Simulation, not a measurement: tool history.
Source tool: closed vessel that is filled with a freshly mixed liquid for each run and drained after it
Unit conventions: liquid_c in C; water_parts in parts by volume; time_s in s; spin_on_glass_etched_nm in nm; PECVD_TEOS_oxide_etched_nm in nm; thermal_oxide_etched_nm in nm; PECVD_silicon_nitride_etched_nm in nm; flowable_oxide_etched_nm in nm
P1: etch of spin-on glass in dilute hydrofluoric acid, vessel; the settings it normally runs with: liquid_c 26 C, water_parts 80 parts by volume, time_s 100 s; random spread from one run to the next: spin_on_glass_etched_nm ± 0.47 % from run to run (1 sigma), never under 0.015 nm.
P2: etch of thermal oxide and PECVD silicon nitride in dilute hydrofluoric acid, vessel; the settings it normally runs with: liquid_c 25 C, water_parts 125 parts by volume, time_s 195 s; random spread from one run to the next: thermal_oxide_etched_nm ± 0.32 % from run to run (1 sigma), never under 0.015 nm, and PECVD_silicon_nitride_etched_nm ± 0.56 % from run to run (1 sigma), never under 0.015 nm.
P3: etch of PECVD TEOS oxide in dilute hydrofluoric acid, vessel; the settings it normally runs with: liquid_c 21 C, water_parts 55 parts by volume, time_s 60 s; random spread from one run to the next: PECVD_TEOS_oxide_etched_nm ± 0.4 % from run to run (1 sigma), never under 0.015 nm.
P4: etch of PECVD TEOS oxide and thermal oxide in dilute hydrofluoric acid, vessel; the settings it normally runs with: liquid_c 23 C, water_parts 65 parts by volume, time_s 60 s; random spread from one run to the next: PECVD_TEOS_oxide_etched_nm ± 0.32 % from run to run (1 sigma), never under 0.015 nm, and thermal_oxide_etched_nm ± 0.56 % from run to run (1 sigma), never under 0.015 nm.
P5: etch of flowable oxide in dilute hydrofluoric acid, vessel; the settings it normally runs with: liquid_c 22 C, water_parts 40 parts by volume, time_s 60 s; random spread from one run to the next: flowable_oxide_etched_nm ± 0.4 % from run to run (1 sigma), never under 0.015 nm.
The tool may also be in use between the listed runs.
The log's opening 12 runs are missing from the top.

run   hour  process  liquid_c  water_parts  time_s  hours since the thermometer was replaced  hours since the hydrofluoric acid flow meter was replaced  spin_on_glass_etched_nm  PECVD_TEOS_oxide_etched_nm  thermal_oxide_etched_nm  PECVD_silicon_nitride_etched_nm  flowable_oxide_etched_nm
 13  119.5       P3        21           55      60                                     786.2                                                     1433.9                                               14.171
 14  126.3       P1        26           80      30                                       793                                                     1440.7                   17.333
 15  138.4       P1      20.5           80     100                                     805.1                                                     1452.8                   46.563
 16  147.6       P3        21           55     115                                     814.3                                                       1462                                               27.298
 17  156.1       P1        18          105     100                                     822.8                                                     1470.5                   30.728
 18  162.5       P3        21           20      60                                     829.2                                                     1476.9                                               40.796
 19  170.6       P5      26.5           40      60                                     837.3                                                       1485                                                                                                                                   53.894
 20    178       P2        25          125     195                                     844.7                                                     1492.4                                                                        7.4016                           5.4835
 21  184.4       P1        26           80     165                                     851.1                                                     1498.8                   95.851
 22  194.9       P1        26           25     100                                     861.6                                                     1509.3                   199.48
 23  206.4       P1        26           80     100                                     873.1                                                     1520.8                   57.728
 24  215.3       P4        23           20      60                                       882                                                     1529.7                                               74.103                   15.404
 25  222.6       P1        31           80     100                                     889.3                                                       1537                   70.135
 26  232.7       P1        26           80     100                                     899.4                                                     1547.1                   58.006
 27  239.8       P2      30.5          125     195                                     906.5                                                     1554.2                                                                        9.1543                           7.7087
 28    248       P5        22           20      60                                     914.7                                                     1562.4                                                                                                                                   92.228
 29  257.1       P4        17           65      60                                     923.8                                                     1571.5                                               16.665                   3.5164
 30  267.8       P4        23           65      30                                     934.5                                                     1582.2                                               10.781                   2.2554
 31  277.8       P1        26           80     100                                     944.5                                                     1592.2                   57.743
 32  288.2       P1        26           80     100                                     954.9                                                     1602.6                   57.532
 33  296.5       P1        26           80     100                                     963.2                                                     1610.9                    58.98
 34  307.3       P1        26           80     100                                       974                                                     1621.7                    60.44

Run 35 has not been measured yet. What should we expect?
 35   319       P1        26           80     100                                     985.7                                                     1633.4                        ?

{"run 35": {"spin_on_glass_etched_nm": 60.44}}
